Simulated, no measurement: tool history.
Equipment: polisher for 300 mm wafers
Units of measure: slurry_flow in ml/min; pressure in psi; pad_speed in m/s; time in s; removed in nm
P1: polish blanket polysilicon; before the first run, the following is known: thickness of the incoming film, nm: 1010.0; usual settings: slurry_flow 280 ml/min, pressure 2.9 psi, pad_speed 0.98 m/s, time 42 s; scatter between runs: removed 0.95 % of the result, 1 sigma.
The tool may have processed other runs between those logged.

| run | hour | slurry_flow | pressure | pad_speed | time | wafers polished on this pad | hours since the slurry nozzle was cleaned | hours since the head pressure was calibrated | removed |
|---|---|---|---|---|---|---|---|---|---|
| 1 | 5.3 | 280 | 2.9 | 0.98 | 42 | 269 | 162.2 | 668.9 | 281.48 |
| 2 | 11.0 | 280 | 4.0 | 0.50 | 42 | 358 | 167.9 | 674.6 | 199.09 |
| 3 | 16.1 | 280 | 2.9 | 0.98 | 42 | 438 | 173.0 | 679.7 | 282.24 |
| 4 | 21.0 | 280 | 1.3 | 0.98 | 42 | 515 | 177.9 | 684.6 | 125.35 |
| 5 | 27.9 | 170 | 2.9 | 0.98 | 42 | 623 | 184.8 | 691.5 | 268.02 |
| 6 | 32.9 | 410 | 2.9 | 0.98 | 42 | 701 | 189.8 | 696.5 | 292.42 |
| 7 | 39.9 | 280 | 2.9 | 0.98 | 59 | 811 | 196.8 | 703.5 | 397.80 |
| 8 | 46.1 | 280 | 2.9 | 1.54 | 42 | 908 | 203.0 | 709.7 | 443.35 |
| 9 | 52.7 | 280 | 2.9 | 0.98 | 42 | 1011 | 209.6 | 716.3 | 277.59 |
| 10 | 57.8 | 280 | 2.9 | 0.98 | 42 | 1091 | 214.7 | 721.4 | 279.49 |
|  | 63.4 | slurry nozzle cleaned |
| 11 | 64.3 | 280 | 2.9 | 0.98 | 22 | 1193 | 1.0 | 727.9 | 146.88 |
| 12 | 68.4 | 280 | 4.4 | 0.98 | 42 | 1257 | 5.1 | 732.0 | 423.70 |
| 13 | 72.4 | 280 | 2.9 | 0.98 | 42 | 1320 | 9.1 | 736.0 | 276.45 |
|  | 75.8 | head pressure recalibrated |
| 14 | 77.7 | 280 | 3.9 | 0.98 | 23 | 1403 | 14.4 | 2.0 | 209.12 |
| 15 | 83.7 | 280 | 2.9 | 0.46 | 42 | 1497 | 20.4 | 8.0 | 131.75 |
| 16 | 87.4 | 280 | 2.9 | 0.98 | 42 | 1554 | 24.1 | 11.7 | 282.89 |
| 17 | 94.6 | 280 | 2.9 | 0.98 | 42 | 1667 | 31.3 | 18.9 | 280.99 |
| 18 | 98.1 | 280 | 2.9 | 0.98 | 42 | 1722 | 34.8 | 22.4 | 276.51 |
| 19 | 104.7 | 280 | 2.9 | 0.98 | 42 | 1825 | 41.4 | 29.0 | 272.63 |
| 20 | 110.6 | 280 | 2.9 | 0.98 | 42 | 1918 | 47.3 | 34.9 | 269.28 |
| 21 | 113.8 | 280 | 2.9 | 0.98 | 42 | 1968 | 50.5 | 38.1 | 265.96 |
|  | 115.0 | head pressure recalibrated |
| 22 | 120.8 | 280 | 2.9 | 0.98 | 42 | 2077 | 57.5 | 5.9 | 268.97 |
| 23 | 125.2 | 280 | 2.9 | 0.98 | 42 | 2146 | 61.9 | 10.3 | 266.61 |

Something has made what P1 gives creep away from where it was; the 2 causes below, each at its own stated size, fit the log equally well:
A: removal rate lost through wear of the pad, % = 5.87
B: slurry flow missing at the pad, % = 39.2
The gradual shift began around hour 94.6.
Each remaining cause and why it is not a fit:
head's pressure below its setpoint, %: its service at hour 115.0 followed the start of the drift and did not put the process back to its old value

The 4 check runs listed below each average the results of 5 wafers, and their outcomes are marked with question marks. Under which run would the listed causes produce clearly different results?
| check 1 | 129.6 | 280 | 2.9 | 0.66 | 27 |  |  |  | ? |
| check 2 | 129.6 | 170 | 2.9 | 0.74 | 42 |  |  |  | ? |
| check 3 | 129.6 | 280 | 3.9 | 1.28 | 42 |  |  |  | ? |
| check 4 | 129.6 | 280 | 1.3 | 0.98 | 57 |  |  |  | ? |

What each check would give under each cause:
| check | result | if A | if B |
|---|---|---|---|
| check 1 | removed | 114.51 | 114.50 |
| check 2 | removed | 187.94 | 181.35 |
| check 3 | removed | 464.59 | 464.56 |
| check 4 | removed | 160.91 | 160.90 |
Distance between the nearest two causes, measured in the result of the check that separates them most: check 1 0.01 %; check 2 3.57 %; check 3 0.01 %; check 4 0.01 %
Check 2 distinguishes between the causes, while the remaining checks would return nearly the same result for all of them.

Then check 2 was run and gave: removed 181.33 nm. Which cause is it?

B is the cause: slurry flow missing at the pad, %.

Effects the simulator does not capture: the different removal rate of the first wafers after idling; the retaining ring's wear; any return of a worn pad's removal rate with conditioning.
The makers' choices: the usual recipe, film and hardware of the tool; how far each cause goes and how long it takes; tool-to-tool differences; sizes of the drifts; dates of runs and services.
